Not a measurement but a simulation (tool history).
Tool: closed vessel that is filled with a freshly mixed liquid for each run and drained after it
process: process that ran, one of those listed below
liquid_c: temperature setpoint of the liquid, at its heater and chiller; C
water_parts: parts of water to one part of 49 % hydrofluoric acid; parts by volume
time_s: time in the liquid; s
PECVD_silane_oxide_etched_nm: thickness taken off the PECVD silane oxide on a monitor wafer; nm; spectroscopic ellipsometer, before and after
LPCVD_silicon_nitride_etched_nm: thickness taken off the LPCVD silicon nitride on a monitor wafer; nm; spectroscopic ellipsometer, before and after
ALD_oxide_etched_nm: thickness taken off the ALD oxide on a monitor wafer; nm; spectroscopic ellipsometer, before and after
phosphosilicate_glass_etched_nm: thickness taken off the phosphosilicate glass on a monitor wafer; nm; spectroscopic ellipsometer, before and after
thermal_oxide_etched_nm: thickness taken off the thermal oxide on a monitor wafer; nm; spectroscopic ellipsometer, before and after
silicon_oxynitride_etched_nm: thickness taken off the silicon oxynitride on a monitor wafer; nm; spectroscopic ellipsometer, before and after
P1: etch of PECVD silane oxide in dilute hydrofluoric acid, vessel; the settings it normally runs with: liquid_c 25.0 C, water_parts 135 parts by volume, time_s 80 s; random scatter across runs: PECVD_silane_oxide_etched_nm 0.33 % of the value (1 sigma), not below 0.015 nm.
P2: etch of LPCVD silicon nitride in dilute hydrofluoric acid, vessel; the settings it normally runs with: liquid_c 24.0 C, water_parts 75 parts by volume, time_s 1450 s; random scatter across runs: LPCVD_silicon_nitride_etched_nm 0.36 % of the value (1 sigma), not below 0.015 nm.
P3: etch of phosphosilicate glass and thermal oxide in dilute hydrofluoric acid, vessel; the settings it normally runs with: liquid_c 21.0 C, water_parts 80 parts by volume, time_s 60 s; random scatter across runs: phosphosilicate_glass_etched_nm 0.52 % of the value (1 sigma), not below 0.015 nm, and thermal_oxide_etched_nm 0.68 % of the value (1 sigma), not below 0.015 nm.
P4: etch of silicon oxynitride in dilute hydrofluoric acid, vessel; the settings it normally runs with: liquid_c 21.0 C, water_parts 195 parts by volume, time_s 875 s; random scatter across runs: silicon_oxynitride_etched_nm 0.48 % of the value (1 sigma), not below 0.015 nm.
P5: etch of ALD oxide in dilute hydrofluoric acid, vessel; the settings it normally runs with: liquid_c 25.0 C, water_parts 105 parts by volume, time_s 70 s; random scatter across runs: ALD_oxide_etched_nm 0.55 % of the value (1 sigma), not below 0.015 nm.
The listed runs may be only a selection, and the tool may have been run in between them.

run   hour  process  liquid_c  water_parts  time_s  hours since the thermometer was replaced  hours since the hydrofluoric acid flow meter was replaced  PECVD_silane_oxide_etched_nm  LPCVD_silicon_nitride_etched_nm  ALD_oxide_etched_nm  phosphosilicate_glass_etched_nm  thermal_oxide_etched_nm  silicon_oxynitride_etched_nm
  1    3.2       P1      25.0          135      80                                     105.3                                                      675.5                        8.6157
  2    6.1       P2      17.0           75    1450                                     108.2                                                      678.4                                                         5.9264
  3   10.1       P5      18.0          105      70                                     112.2                                                      682.4                                                                              8.8079
  4   13.2       P3      21.0           80      30                                     115.3                                                      685.5                                                                                                               47.488                   1.5385
  5   18.7       P1      25.0          135      80                                     120.8                                                      691.0                        8.7607
  6   22.7       P1      33.5          135      80                                     124.8                                                      695.0                       11.9580
      28.3  -- hydrofluoric acid flow meter replaced
  7   28.5       P2      24.0           75    2575                                     130.6                                                        0.3                                                        17.0080
  8   32.3       P3      21.0           40      60                                     134.4                                                        4.1                                                                                                              200.600                   6.4240
  9   37.0       P2      24.0           75    1450                                     139.1                                                        8.8                                                         9.5812
 10   40.9       P4      21.0          195     875                                     143.0                                                       12.7                                                                                                                                                                      5.9551
 11   47.3       P4      21.0          195    1495                                     149.4                                                       19.1                                                                                                                                                                     10.2240
 12   51.0       P5      25.0          105      30                                     153.1                                                       22.8                                                                              4.9632
 13   54.6       P4      21.0          310     875                                     156.7                                                       26.4                                                                                                                                                                      3.4565
 14   58.1       P1      25.0          135      80                                     160.2                                                       29.9                        8.6813
 15   60.9       P2      24.0          135    1450                                     163.0                                                       32.7                                                         5.4035
 16   66.6       P3      26.0           80      60                                     168.7                                                       38.4                                                                                                              117.500                   3.7400
 17   69.8       P1      25.0          195      80                                     171.9                                                       41.6                        5.6096
 18   74.9       P3      21.0           80      60                                     177.0                                                       46.7                                                                                                               95.526                   3.0988
 19   80.7       P4      27.0          195     875                                     182.8                                                       52.5                                                                                                                                                                      7.8073
 20   85.0       P1      25.0          135     150                                     187.1                                                       56.8                       16.3890
 21   90.1       P1      25.0           25      80                                     192.2                                                       61.9                       54.2740
 22   95.0       P5      25.0          105      70                                     197.1                                                       66.8                                                                             11.5840
 23  100.8       P1      25.0          135      30                                     202.9                                                       72.6                        3.2755
 24  107.1       P1      25.0          135      80                                     209.2                                                       78.9                        8.7037
 25  112.5       P1      31.0          195      80                                     214.6                                                       84.3                        6.9227
 26  117.9       P1      25.0          135      80                                     220.0                                                       89.7                        8.7147
 27  122.5       P5      25.0           25      70                                     224.6                                                       94.3                                                                             54.4670
 28  126.8       P1      20.0          135      80                                     228.9                                                       98.6                        7.1471
 29  129.8       P1      25.0          135      80                                     231.9                                                      101.6                        8.7049
 30  135.5       P1      25.0          135      80                                     237.6                                                      107.3                        8.4080
 31  140.5       P1      25.0          135      80                                     242.6                                                      112.3                        8.2456
 32  145.5       P1      25.0          135      80                                     247.6                                                      117.3                        8.2482
 33  149.2       P1      25.0          135      80                                     251.3                                                      121.0                        8.2047
 34  152.3       P1      25.0          135      80                                     254.4                                                      124.1                        8.1692
 35  157.1       P1      25.0          135      80                                     259.2                                                      128.9                        8.1746
 36  161.8       P1      25.0          135      80                                     263.9                                                      133.6                        8.1036
 37  166.0       P1      25.0          135      80                                     268.1                                                      137.8                        8.0968
 38  170.4       P1      25.0          135      80                                     272.5                                                      142.2                        8.1158

The log shows P1 creeping away from where it was. Any of the 2 causes listed here, at the size stated for it, fits the log just as well as the others:
A: liquid colder than its thermometer reads (K) = 1.84
B: hydrofluoric acid flow below the setpoint (%) = 5.91
The creep began at about hour 129.8.

Consider the 4 single-wafer check runs listed below, results given as question marks: which one distinguishes between the causes by giving clearly different results for each?
check 1  174.8       P3      25.5           80      30                                                                                                                                                                                                                         ?                        ?
check 2  174.8       P5      18.0          105      70                                                                                                                                                                                        ?
check 3  174.8       P2      24.0          135    2210                                                                                                                                                                   ?
check 4  174.8       P4      24.0          195     875                                                                                                                                                                                                                                                                                ?

How each check would come out, cause by cause:
  check                           result    if A    if B
check 1  phosphosilicate_glass_etched_nm  53.047  53.376
check 1          thermal_oxide_etched_nm  1.7145  1.7251
check 2              ALD_oxide_etched_nm  8.1001  8.1769
check 3  LPCVD_silicon_nitride_etched_nm  7.3015  7.7540
check 4     silicon_oxynitride_etched_nm  6.2695  6.3513
Smallest distance between any two causes, each pair judged by its most separating result, in per cent: check 1 0.62 %; check 2 0.94 %; check 3 6.01 %; check 4 1.3 %
Only check 3 tells the causes apart: in the others they would give nearly the same result.

Here is what check 3 returned: LPCVD_silicon_nitride_etched_nm 7.2873 nm. Which cause is it?

It was cause A: liquid colder than its thermometer reads (K).
